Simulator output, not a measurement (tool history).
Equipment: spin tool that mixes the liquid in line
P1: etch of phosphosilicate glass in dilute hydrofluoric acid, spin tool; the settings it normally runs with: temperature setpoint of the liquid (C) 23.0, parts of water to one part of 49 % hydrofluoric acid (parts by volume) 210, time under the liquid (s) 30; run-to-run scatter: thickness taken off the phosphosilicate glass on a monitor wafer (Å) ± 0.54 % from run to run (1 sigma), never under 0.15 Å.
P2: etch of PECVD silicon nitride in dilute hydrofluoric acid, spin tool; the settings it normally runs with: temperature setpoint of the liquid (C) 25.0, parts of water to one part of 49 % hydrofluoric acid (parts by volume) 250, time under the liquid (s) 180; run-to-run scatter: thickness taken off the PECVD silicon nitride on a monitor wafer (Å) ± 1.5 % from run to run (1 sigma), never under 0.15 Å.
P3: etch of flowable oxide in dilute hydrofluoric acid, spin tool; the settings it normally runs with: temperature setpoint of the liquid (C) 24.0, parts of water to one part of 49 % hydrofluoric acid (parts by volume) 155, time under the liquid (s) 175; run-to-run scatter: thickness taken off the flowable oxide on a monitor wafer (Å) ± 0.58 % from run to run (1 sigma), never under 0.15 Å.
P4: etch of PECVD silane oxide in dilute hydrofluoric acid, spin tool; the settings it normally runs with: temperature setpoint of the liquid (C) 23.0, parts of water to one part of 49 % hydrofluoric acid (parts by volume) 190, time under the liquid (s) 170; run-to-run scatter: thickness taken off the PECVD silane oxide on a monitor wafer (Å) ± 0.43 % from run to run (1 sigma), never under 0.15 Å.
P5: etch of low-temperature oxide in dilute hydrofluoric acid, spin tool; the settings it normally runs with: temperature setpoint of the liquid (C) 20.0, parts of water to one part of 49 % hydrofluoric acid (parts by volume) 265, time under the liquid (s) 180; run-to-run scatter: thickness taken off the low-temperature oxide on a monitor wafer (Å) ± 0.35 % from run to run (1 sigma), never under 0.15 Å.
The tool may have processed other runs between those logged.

run,day,process that ran,temperature setpoint of the liquid (C),parts of water to one part of 49 % hydrofluoric acid (parts by volume),time under the liquid (s),hours since the thermometer was replaced,hours since the hydrofluoric acid flow meter was replaced,thickness taken off the phosphosilicate glass on a monitor wafer (Å),thickness taken off the PECVD silicon nitride on a monitor wafer (Å),thickness taken off the low-temperature oxide on a monitor wafer (Å),thickness taken off the flowable oxide on a monitor wafer (Å),thickness taken off the PECVD silane oxide on a monitor wafer (Å)
1,0.321,P1,23.0,210,30,303.0,646.7,74.381,,,,
2,0.792,P2,25.0,50,180,314.3,658.0,,88.7060,,,
3,1.321,P5,20.0,265,90,327.0,670.7,,,43.368,,
4,1.817,P3,24.0,50,175,338.9,682.6,,,,2074.30,
5,2.346,P1,23.0,60,30,351.6,695.3,306.020,,,,
6,2.829,P4,23.0,350,170,363.2,706.9,,,,,59.97
7,3.158,P3,24.0,155,175,371.1,714.8,,,,584.14,
8,3.812,P1,23.0,385,30,386.8,730.5,33.716,,,,
9,4.462,P3,24.0,155,80,402.4,746.1,,,,265.89,
10,4.888,P1,23.0,210,50,412.6,756.3,122.590,,,,
11,5.317,P1,27.0,210,45,422.9,766.6,126.990,,,,
12,5.904,P2,25.0,250,180,437.0,780.7,,17.1620,,,
13,6.292,P2,29.0,250,180,446.3,790.0,,22.7280,,,
14,6.683,P5,20.0,50,180,455.7,799.4,,,576.330,,
15,7.162,P1,23.0,210,30,467.2,810.9,74.090,,,,
16,7.496,P1,23.0,210,15,475.2,818.9,36.212,,,,
17,7.842,P4,18.0,190,170,483.5,827.2,,,,,106.55
18,8.508,P5,20.0,265,180,499.5,843.2,,,86.733,,
19,8.846,P1,23.0,210,30,507.6,851.3,73.253,,,,
20,9.179,P2,25.0,250,75,515.6,859.3,,7.4843,,,
21,9.571,P2,25.0,250,180,525.0,868.7,,17.6210,,,
22,10.150,P5,27.5,265,180,538.9,882.6,,,113.130,,
23,10.588,P1,23.0,210,30,549.4,893.1,72.536,,,,
24,11.208,P1,28.5,210,30,564.3,908.0,89.928,,,,
25,11.879,P4,23.0,190,170,580.4,924.1,,,,,129.56
26,12.550,P3,29.0,155,175,596.5,940.2,,,,702.89,
27,13.067,P4,23.0,190,290,608.9,952.6,,,,,219.57
28,13.679,P1,17.0,210,30,623.6,967.3,58.737,,,,
29,14.296,P1,23.0,210,30,638.4,982.1,72.988,,,,
30,14.946,P1,23.0,210,30,654.0,997.7,70.083,,,,
31,15.246,P1,23.0,210,30,661.2,1004.9,69.826,,,,
32,15.858,P1,23.0,210,30,675.9,1019.6,68.922,,,,
33,16.483,P1,23.0,210,30,690.9,1034.6,67.589,,,,
34,16.996,P1,23.0,210,30,703.2,1046.9,66.800,,,,
35,17.562,P1,23.0,210,30,716.8,1060.5,67.509,,,,
36,17.971,P1,23.0,210,30,726.6,1070.3,67.563,,,,
37,18.588,P1,23.0,210,30,741.4,1085.1,67.037,,,,

Something has made what P1 gives creep away from where it was; the 2 causes below, each at its own stated size, fit the log equally well:
A: liquid colder than its thermometer reads (K) = 2.32
B: hydrofluoric acid flow below the setpoint (%) = 6.86
At approximately day 14.296, the process output began to creep.

4 check runs are offered, each on 3 wafers whose results are averaged, their results left as question marks. Which one tells the causes apart?
check 1,19.204,P2,25.0,250,180,,,,?,,,
check 2,19.204,P4,23.0,190,170,,,,,,,?
check 3,19.204,P3,24.0,155,175,,,,,,?,
check 4,19.204,P5,20.0,265,180,,,,,?,,

If the cause were each of the candidates in turn, the checks would give the following:
check,result,if A,if B
check 1,thickness taken off the PECVD silicon nitride on a monitor wafer (Å),15.2530,16.4160
check 2,thickness taken off the PECVD silane oxide on a monitor wafer (Å),118.12,118.42
check 3,thickness taken off the flowable oxide on a monitor wafer (Å),533.76,536.69
check 4,thickness taken off the low-temperature oxide on a monitor wafer (Å),79.488,79.379
Gap, in per cent, between the two causes that each check separates least, read from the result that separates them most: check 1 7.35 %; check 2 0.26 %; check 3 0.55 %; check 4 0.14 %
Of the check runs offered, only check 1 discriminates between the causes; the rest would read about the same regardless of which cause applies.

Here is what check 1 returned: thickness taken off the PECVD silicon nitride on a monitor wafer (Å) 15.3870. Which cause is it?

It was cause A: liquid colder than its thermometer reads (K).

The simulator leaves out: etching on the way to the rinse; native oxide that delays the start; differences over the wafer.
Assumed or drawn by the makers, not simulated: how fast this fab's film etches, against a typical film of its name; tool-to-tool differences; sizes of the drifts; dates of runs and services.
